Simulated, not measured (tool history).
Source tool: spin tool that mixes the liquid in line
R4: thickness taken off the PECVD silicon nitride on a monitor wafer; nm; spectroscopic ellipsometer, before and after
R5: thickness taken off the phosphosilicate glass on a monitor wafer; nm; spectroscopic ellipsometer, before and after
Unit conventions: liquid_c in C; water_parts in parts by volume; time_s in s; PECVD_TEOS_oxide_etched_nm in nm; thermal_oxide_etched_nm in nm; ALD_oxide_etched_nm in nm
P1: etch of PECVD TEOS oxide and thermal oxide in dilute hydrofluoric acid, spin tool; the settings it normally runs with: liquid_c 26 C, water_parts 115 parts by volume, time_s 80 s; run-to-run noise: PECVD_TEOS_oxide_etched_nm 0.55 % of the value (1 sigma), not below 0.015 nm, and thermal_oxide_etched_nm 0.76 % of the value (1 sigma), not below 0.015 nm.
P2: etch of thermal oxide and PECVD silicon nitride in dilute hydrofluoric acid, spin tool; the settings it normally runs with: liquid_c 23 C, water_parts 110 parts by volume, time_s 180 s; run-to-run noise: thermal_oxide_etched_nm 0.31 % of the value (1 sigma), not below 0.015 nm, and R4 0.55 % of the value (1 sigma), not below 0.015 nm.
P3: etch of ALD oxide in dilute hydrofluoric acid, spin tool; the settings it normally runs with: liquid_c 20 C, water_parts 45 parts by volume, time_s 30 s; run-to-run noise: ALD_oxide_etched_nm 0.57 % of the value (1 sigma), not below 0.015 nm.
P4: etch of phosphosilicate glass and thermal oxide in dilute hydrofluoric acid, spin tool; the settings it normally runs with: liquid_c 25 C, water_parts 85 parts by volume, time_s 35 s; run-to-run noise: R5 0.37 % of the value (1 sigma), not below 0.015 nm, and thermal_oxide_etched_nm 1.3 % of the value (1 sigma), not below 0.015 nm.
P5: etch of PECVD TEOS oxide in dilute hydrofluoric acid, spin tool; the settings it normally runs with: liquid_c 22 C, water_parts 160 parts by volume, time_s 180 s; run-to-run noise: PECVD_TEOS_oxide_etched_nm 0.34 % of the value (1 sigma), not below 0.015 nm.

Run 1, day 0.238: process P1, liquid_c 26 C, water_parts 115 parts by volume, time_s 80 s. Result: PECVD_TEOS_oxide_etched_nm 6.3604 nm, thermal_oxide_etched_nm 3.659 nm.
Run 2, day 0.721: process P3, liquid_c 20 C, water_parts 45 parts by volume, time_s 30 s. Result: ALD_oxide_etched_nm 8.469 nm.
Run 3, day 0.988: process P2, liquid_c 23 C, water_parts 190 parts by volume, time_s 180 s. Result: thermal_oxide_etched_nm 3.8771 nm, R4 3.4518 nm.
Run 4, day 1.4: process P1, liquid_c 29.5 C, water_parts 115 parts by volume, time_s 80 s. Result: PECVD_TEOS_oxide_etched_nm 7.2947 nm, thermal_oxide_etched_nm 4.1397 nm.
Run 5, day 1.654: process P5, liquid_c 22 C, water_parts 160 parts by volume, time_s 180 s. Result: PECVD_TEOS_oxide_etched_nm 8.4607 nm.
Run 6, day 2.092: process P4, liquid_c 25 C, water_parts 85 parts by volume, time_s 55 s. Result: thermal_oxide_etched_nm 3.3014 nm, R5 51.687 nm.
Run 7, day 2.396: process P5, liquid_c 17 C, water_parts 160 parts by volume, time_s 180 s. Result: PECVD_TEOS_oxide_etched_nm 6.93 nm.
Run 8, day 2.792: process P1, liquid_c 26 C, water_parts 115 parts by volume, time_s 80 s. Result: PECVD_TEOS_oxide_etched_nm 6.3907 nm, thermal_oxide_etched_nm 3.6021 nm.
Run 9, day 3.1: process P1, liquid_c 26 C, water_parts 70 parts by volume, time_s 80 s. Result: PECVD_TEOS_oxide_etched_nm 11.141 nm, thermal_oxide_etched_nm 6.286 nm.
At day 3.362: thermometer replaced.
Run 10, day 3.488: process P3, liquid_c 20 C, water_parts 75 parts by volume, time_s 30 s. Result: ALD_oxide_etched_nm 4.9172 nm.
Run 11, day 3.771: process P4, liquid_c 25 C, water_parts 85 parts by volume, time_s 35 s. Result: thermal_oxide_etched_nm 2.0645 nm, R5 32.586 nm.
Run 12, day 4.258: process P1, liquid_c 26 C, water_parts 185 parts by volume, time_s 80 s. Result: PECVD_TEOS_oxide_etched_nm 3.6626 nm, thermal_oxide_etched_nm 2.1098 nm.
Run 13, day 4.696: process P2, liquid_c 23 C, water_parts 110 parts by volume, time_s 180 s. Result: thermal_oxide_etched_nm 7.2888 nm, R4 5.9113 nm.
Run 14, day 5.138: process P1, liquid_c 26 C, water_parts 115 parts by volume, time_s 15 s. Result: PECVD_TEOS_oxide_etched_nm 1.1744 nm, thermal_oxide_etched_nm 0.68726 nm.
Run 15, day 5.392: process P4, liquid_c 25 C, water_parts 145 parts by volume, time_s 35 s. Result: thermal_oxide_etched_nm 1.1089 nm, R5 17.846 nm.
Run 16, day 5.738: process P3, liquid_c 17 C, water_parts 45 parts by volume, time_s 30 s. Result: ALD_oxide_etched_nm 7.3918 nm.
Run 17, day 6.2: process P5, liquid_c 22 C, water_parts 160 parts by volume, time_s 15 s. Result: PECVD_TEOS_oxide_etched_nm 0.70452 nm.
Run 18, day 6.454: process P5, liquid_c 22 C, water_parts 75 parts by volume, time_s 180 s. Result: PECVD_TEOS_oxide_etched_nm 19.891 nm.
Run 19, day 6.771: process P4, liquid_c 31 C, water_parts 85 parts by volume, time_s 35 s. Result: thermal_oxide_etched_nm 2.6837 nm, R5 41.22 nm.
Run 20, day 7.262: process P2, liquid_c 18 C, water_parts 110 parts by volume, time_s 180 s. Result: thermal_oxide_etched_nm 5.9367 nm, R4 4.2297 nm.
Run 21, day 7.733: process P1, liquid_c 26 C, water_parts 115 parts by volume, time_s 80 s. Result: PECVD_TEOS_oxide_etched_nm 6.3309 nm, thermal_oxide_etched_nm 3.6167 nm.
Run 22, day 8.067: process P3, liquid_c 20 C, water_parts 45 parts by volume, time_s 30 s. Result: ALD_oxide_etched_nm 8.2564 nm.
Run 23, day 8.308: process P3, liquid_c 20 C, water_parts 45 parts by volume, time_s 15 s. Result: ALD_oxide_etched_nm 4.1368 nm.
Run 24, day 8.538: process P2, liquid_c 23 C, water_parts 110 parts by volume, time_s 45 s. Result: thermal_oxide_etched_nm 1.8358 nm, R4 1.4944 nm.
Run 25, day 8.85: process P1, liquid_c 21.5 C, water_parts 115 parts by volume, time_s 80 s. Result: PECVD_TEOS_oxide_etched_nm 5.3108 nm, thermal_oxide_etched_nm 3.061 nm.
Run 26, day 9.338: process P1, liquid_c 26 C, water_parts 115 parts by volume, time_s 80 s. Result: PECVD_TEOS_oxide_etched_nm 6.3376 nm, thermal_oxide_etched_nm 3.601 nm.
Run 27, day 9.692: process P1, liquid_c 26 C, water_parts 115 parts by volume, time_s 125 s. Result: PECVD_TEOS_oxide_etched_nm 9.8715 nm, thermal_oxide_etched_nm 5.6094 nm.
Run 28, day 9.988: process P1, liquid_c 33.5 C, water_parts 25 parts by volume, time_s 80 s. Result: PECVD_TEOS_oxide_etched_nm 44.728 nm, thermal_oxide_etched_nm 25.24 nm.
Run 29, day 10.367: process P1, liquid_c 26 C, water_parts 115 parts by volume, time_s 80 s. Result: PECVD_TEOS_oxide_etched_nm 6.3377 nm, thermal_oxide_etched_nm 3.6501 nm.
Run 30, day 10.725: process P1, liquid_c 26 C, water_parts 115 parts by volume, time_s 80 s. Result: PECVD_TEOS_oxide_etched_nm 6.6105 nm, thermal_oxide_etched_nm 3.7473 nm.
Run 31, day 11.017: process P1, liquid_c 26 C, water_parts 115 parts by volume, time_s 80 s. Result: PECVD_TEOS_oxide_etched_nm 6.6171 nm, thermal_oxide_etched_nm 3.7589 nm.
Run 32, day 11.408: process P1, liquid_c 26 C, water_parts 115 parts by volume, time_s 80 s. Result: PECVD_TEOS_oxide_etched_nm 6.7452 nm, thermal_oxide_etched_nm 3.8064 nm.
Run 33, day 11.833: process P1, liquid_c 26 C, water_parts 115 parts by volume, time_s 80 s. Result: PECVD_TEOS_oxide_etched_nm 6.8107 nm, thermal_oxide_etched_nm 3.8532 nm.
Run 34, day 12.233: process P1, liquid_c 26 C, water_parts 115 parts by volume, time_s 80 s. Result: PECVD_TEOS_oxide_etched_nm 6.7536 nm, thermal_oxide_etched_nm 3.8205 nm.
Run 35, day 12.554: process P1, liquid_c 26 C, water_parts 115 parts by volume, time_s 80 s. Result: PECVD_TEOS_oxide_etched_nm 6.8127 nm, thermal_oxide_etched_nm 3.9117 nm.
Run 36, day 12.954: process P1, liquid_c 26 C, water_parts 115 parts by volume, time_s 80 s. Result: PECVD_TEOS_oxide_etched_nm 6.8523 nm, thermal_oxide_etched_nm 3.9036 nm.
Run 37, day 13.442: process P1, liquid_c 26 C, water_parts 115 parts by volume, time_s 80 s. Result: PECVD_TEOS_oxide_etched_nm 6.7549 nm, thermal_oxide_etched_nm 3.9127 nm.

The log shows P1 creeping away from where it was. Any of the 2 causes listed here, at the size stated for it, fits the log just as well as the others:
A: hydrofluoric acid flow above the setpoint (%) = 6.3
B: liquid hotter than its thermometer reads (K) = 1.83
The gradual shift began around day 10.367.

Of the 4 check runs below, each run on 2 wafers with the results averaged and each result still a question mark, which one would tell the listed causes apart?
Run check 1, day 13.929: process P4, liquid_c 25 C, water_parts 125 parts by volume, time_s 35 s. Result: thermal_oxide_etched_nm ?, R5 ?.
Run check 2, day 13.929: process P5, liquid_c 22 C, water_parts 95 parts by volume, time_s 65 s. Result: PECVD_TEOS_oxide_etched_nm ?.
Run check 3, day 13.929: process P3, liquid_c 20 C, water_parts 60 parts by volume, time_s 15 s. Result: ALD_oxide_etched_nm ?.
Run check 4, day 13.929: process P2, liquid_c 23 C, water_parts 180 parts by volume, time_s 70 s. Result: thermal_oxide_etched_nm ?, R4 ?.

Check results expected under each cause:
  check                      result    if A    if B
check 1     thermal_oxide_etched_nm  1.4652  1.4649
check 1                          R5  22.783  22.777
check 2  PECVD_TEOS_oxide_etched_nm  5.9396  5.9736
check 3         ALD_oxide_etched_nm  3.2955  3.3327
check 4     thermal_oxide_etched_nm  1.7244  1.7174
check 4                          R4  1.5039  1.5913
Per check, the gap between the least separated pair of causes, taken in the result that splits them most: check 1 0.02 %; check 2 0.57 %; check 3 1.12 %; check 4 5.65 %
Check 4 distinguishes between the causes, while the remaining checks would return nearly the same result for all of them.

With check 4 done, the readings were: thermal_oxide_etched_nm 1.7074 nm; R4 1.592 nm. Identify which of the listed causes applies.

Of the candidate causes, it is B: liquid hotter than its thermometer reads (K).
